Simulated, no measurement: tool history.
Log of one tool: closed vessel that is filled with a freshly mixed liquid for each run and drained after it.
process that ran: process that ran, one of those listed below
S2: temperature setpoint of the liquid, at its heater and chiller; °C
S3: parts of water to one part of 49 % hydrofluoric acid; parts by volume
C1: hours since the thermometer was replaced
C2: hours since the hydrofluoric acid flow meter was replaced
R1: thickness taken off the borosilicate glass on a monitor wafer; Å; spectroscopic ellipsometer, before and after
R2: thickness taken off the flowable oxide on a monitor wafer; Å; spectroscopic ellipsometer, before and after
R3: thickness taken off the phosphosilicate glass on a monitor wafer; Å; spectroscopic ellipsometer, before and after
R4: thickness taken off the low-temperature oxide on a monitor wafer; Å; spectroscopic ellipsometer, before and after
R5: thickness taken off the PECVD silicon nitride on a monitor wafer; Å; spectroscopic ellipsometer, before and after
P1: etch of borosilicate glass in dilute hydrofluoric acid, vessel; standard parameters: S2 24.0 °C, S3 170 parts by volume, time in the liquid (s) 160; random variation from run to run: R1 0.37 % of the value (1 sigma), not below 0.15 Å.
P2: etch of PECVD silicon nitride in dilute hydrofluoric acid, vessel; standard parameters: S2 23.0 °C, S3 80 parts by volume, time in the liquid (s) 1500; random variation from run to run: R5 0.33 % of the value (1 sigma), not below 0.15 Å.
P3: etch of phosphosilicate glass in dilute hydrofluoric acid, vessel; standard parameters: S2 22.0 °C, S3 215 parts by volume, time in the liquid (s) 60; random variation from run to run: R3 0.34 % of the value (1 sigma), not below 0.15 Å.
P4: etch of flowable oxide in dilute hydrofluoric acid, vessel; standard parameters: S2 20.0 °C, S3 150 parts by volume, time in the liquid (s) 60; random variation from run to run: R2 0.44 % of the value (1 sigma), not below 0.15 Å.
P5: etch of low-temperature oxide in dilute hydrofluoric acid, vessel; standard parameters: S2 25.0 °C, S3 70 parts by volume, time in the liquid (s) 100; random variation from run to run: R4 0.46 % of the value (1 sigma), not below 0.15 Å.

run 1 hour=8.4 | process_that_ran=P1 S2=24.0 S3=170 time_in_the_liquid_(s)=160 | C1=880.8 C2=505.0 | R1=378.32
run 2 hour=24.2 | process_that_ran=P1 S2=29.5 S3=170 time_in_the_liquid_(s)=160 | C1=896.6 C2=520.8 | R1=458.77
run 3 hour=37.6 | process_that_ran=P1 S2=17.5 S3=85 time_in_the_liquid_(s)=160 | C1=910.0 C2=534.2 | R1=637.63
run 4 hour=52.5 | process_that_ran=P4 S2=28.5 S3=150 time_in_the_liquid_(s)=60 | C1=924.9 C2=549.1 | R2=153.260
run 5 hour=61.5 | process_that_ran=P1 S2=24.0 S3=170 time_in_the_liquid_(s)=55 | C1=933.9 C2=558.1 | R1=128.88
run 6 hour=74.0 | process_that_ran=P3 S2=29.0 S3=215 time_in_the_liquid_(s)=60 | C1=946.4 C2=570.6 | R3=534.08
run 7 hour=88.6 | process_that_ran=P4 S2=20.0 S3=150 time_in_the_liquid_(s)=60 | C1=961.0 C2=585.2 | R2=109.800
run 8 hour=101.6 | process_that_ran=P5 S2=25.0 S3=70 time_in_the_liquid_(s)=100 | C1=974.0 C2=598.2 | R4=547.84
run 9 hour=111.7 | process_that_ran=P1 S2=24.0 S3=170 time_in_the_liquid_(s)=160 | C1=984.1 C2=608.3 | R1=376.95
run 10 hour=123.8 | process_that_ran=P3 S2=22.0 S3=215 time_in_the_liquid_(s)=35 | C1=996.2 C2=620.4 | R3=242.31
run 11 hour=133.2 | process_that_ran=P5 S2=31.5 S3=70 time_in_the_liquid_(s)=100 | C1=1005.6 C2=629.8 | R4=700.49
run 12 hour=144.9 | process_that_ran=P2 S2=23.0 S3=30 time_in_the_liquid_(s)=1500 | C1=1017.3 C2=641.5 | R5=1432.700
run 13 hour=154.3 | process_that_ran=P3 S2=22.0 S3=55 time_in_the_liquid_(s)=60 | C1=1026.7 C2=650.9 | R3=1950.10
run 14 hour=169.5 | process_that_ran=P1 S2=18.5 S3=170 time_in_the_liquid_(s)=160 | C1=1041.9 C2=666.1 | R1=305.65
run 15 hour=178.5 | process_that_ran=P2 S2=23.0 S3=80 time_in_the_liquid_(s)=30 | C1=1050.9 C2=675.1 | R5=11.073
run 16 hour=187.2 | process_that_ran=P1 S2=24.0 S3=170 time_in_the_liquid_(s)=160 | C1=1059.6 C2=683.8 | R1=379.09
run 17 hour=201.3 | process_that_ran=P2 S2=23.0 S3=80 time_in_the_liquid_(s)=1500 | C1=1073.7 C2=697.9 | R5=549.500
run 18 hour=215.3 | process_that_ran=P4 S2=20.0 S3=55 time_in_the_liquid_(s)=60 | C1=1087.7 C2=711.9 | R2=336.120
run 19 hour=222.4 | process_that_ran=P1 S2=24.0 S3=170 time_in_the_liquid_(s)=160 | C1=1094.8 C2=719.0 | R1=374.72
run 20 hour=232.5 | process_that_ran=P1 S2=24.0 S3=310 time_in_the_liquid_(s)=160 | C1=1104.9 C2=729.1 | R1=177.55
run 21 hour=240.8 | process_that_ran=P4 S2=20.0 S3=150 time_in_the_liquid_(s)=30 | C1=1113.2 C2=737.4 | R2=54.924
run 22 hour=249.1 | process_that_ran=P5 S2=25.0 S3=70 time_in_the_liquid_(s)=30 | C1=1121.5 C2=745.7 | R4=163.22
run 23 hour=257.9 | process_that_ran=P1 S2=29.0 S3=35 time_in_the_liquid_(s)=160 | C1=1130.3 C2=754.5 | R1=2658.40
run 24 hour=269.3 | process_that_ran=P2 S2=18.5 S3=80 time_in_the_liquid_(s)=1500 | C1=1141.7 C2=765.9 | R5=403.030
-- hour=276.2 hydrofluoric acid flow meter replaced
run 25 hour=278.1 | process_that_ran=P1 S2=24.0 S3=170 time_in_the_liquid_(s)=160 | C1=1150.5 C2=1.9 | R1=374.88
run 26 hour=285.0 | process_that_ran=P2 S2=23.0 S3=80 time_in_the_liquid_(s)=1500 | C1=1157.4 C2=8.8 | R5=551.260
run 27 hour=296.5 | process_that_ran=P5 S2=25.0 S3=105 time_in_the_liquid_(s)=100 | C1=1168.9 C2=20.3 | R4=348.73
run 28 hour=311.5 | process_that_ran=P3 S2=22.0 S3=215 time_in_the_liquid_(s)=60 | C1=1183.9 C2=35.3 | R3=417.57
run 29 hour=321.3 | process_that_ran=P1 S2=24.0 S3=75 time_in_the_liquid_(s)=160 | C1=1193.7 C2=45.1 | R1=956.75
run 30 hour=332.6 | process_that_ran=P1 S2=24.0 S3=170 time_in_the_liquid_(s)=280 | C1=1205.0 C2=56.4 | R1=658.16
run 31 hour=348.1 | process_that_ran=P1 S2=24.0 S3=170 time_in_the_liquid_(s)=160 | C1=1220.5 C2=71.9 | R1=376.58
run 32 hour=357.2 | process_that_ran=P1 S2=24.0 S3=170 time_in_the_liquid_(s)=160 | C1=1229.6 C2=81.0 | R1=374.97
run 33 hour=366.1 | process_that_ran=P1 S2=24.0 S3=170 time_in_the_liquid_(s)=160 | C1=1238.5 C2=89.9 | R1=368.56
run 34 hour=375.4 | process_that_ran=P1 S2=24.0 S3=170 time_in_the_liquid_(s)=160 | C1=1247.8 C2=99.2 | R1=366.75
run 35 hour=384.1 | process_that_ran=P1 S2=24.0 S3=170 time_in_the_liquid_(s)=160 | C1=1256.5 C2=107.9 | R1=364.90
run 36 hour=400.1 | process_that_ran=P1 S2=24.0 S3=170 time_in_the_liquid_(s)=160 | C1=1272.5 C2=123.9 | R1=359.25
run 37 hour=408.3 | process_that_ran=P1 S2=24.0 S3=170 time_in_the_liquid_(s)=160 | C1=1280.7 C2=132.1 | R1=359.34
run 38 hour=423.0 | process_that_ran=P1 S2=24.0 S3=170 time_in_the_liquid_(s)=160 | C1=1295.4 C2=146.8 | R1=358.51
run 39 hour=437.2 | process_that_ran=P1 S2=24.0 S3=170 time_in_the_liquid_(s)=160 | C1=1309.6 C2=161.0 | R1=355.43
run 40 hour=447.5 | process_that_ran=P1 S2=24.0 S3=170 time_in_the_liquid_(s)=160 | C1=1319.9 C2=171.3 | R1=358.02
run 41 hour=454.4 | process_that_ran=P1 S2=24.0 S3=170 time_in_the_liquid_(s)=160 | C1=1326.8 C2=178.2 | R1=356.90
run 42 hour=463.1 | process_that_ran=P1 S2=24.0 S3=170 time_in_the_liquid_(s)=160 | C1=1335.5 C2=186.9 | R1=356.85

Compared with where it was, what P1 gives has crept away. Each cause listed below fits the log as well as the rest, at the size given for it:
A: hydrofluoric acid flow below the setpoint (%) = 4.5
B: liquid colder than its thermometer reads (K) = 1.45
The gradual shift began around hour 357.2.

Of the 4 check runs listed below, each run on one wafer and each result written as a question mark, which would let you distinguish the listed causes because they would give clearly different results?
run check 1 hour=471.8 | process_that_ran=P2 S2=23.0 S3=80 time_in_the_liquid_(s)=190 | R5=?
run check 2 hour=471.8 | process_that_ran=P4 S2=20.0 S3=85 time_in_the_liquid_(s)=30 | R2=?
run check 3 hour=471.8 | process_that_ran=P5 S2=29.5 S3=70 time_in_the_liquid_(s)=65 | R4=?
run check 4 hour=471.8 | process_that_ran=P3 S2=26.0 S3=90 time_in_the_liquid_(s)=60 | R3=?

How each check would come out, cause by cause:
check=check_1 result=R5 if_A=66.488 if_B=63.089
check=check_2 result=R2 if_A=99.673 if_B=98.696
check=check_3 result=R4 if_A=402.51 if_B=400.30
check=check_4 result=R3 if_A=1269.90 if_B=1262.70
Gap, in per cent, between the two causes that each check separates least, read from the result that separates them most: check 1 5.25 %; check 2 0.99 %; check 3 0.55 %; check 4 0.57 %
Check 1 is the one run that separates the causes; every other check would come out nearly the same whichever cause is at work.

Check 1 was carried out, with these results: R5 66.259 Å. Which of the listed causes is responsible?

A is the cause: hydrofluoric acid flow below the setpoint (%).

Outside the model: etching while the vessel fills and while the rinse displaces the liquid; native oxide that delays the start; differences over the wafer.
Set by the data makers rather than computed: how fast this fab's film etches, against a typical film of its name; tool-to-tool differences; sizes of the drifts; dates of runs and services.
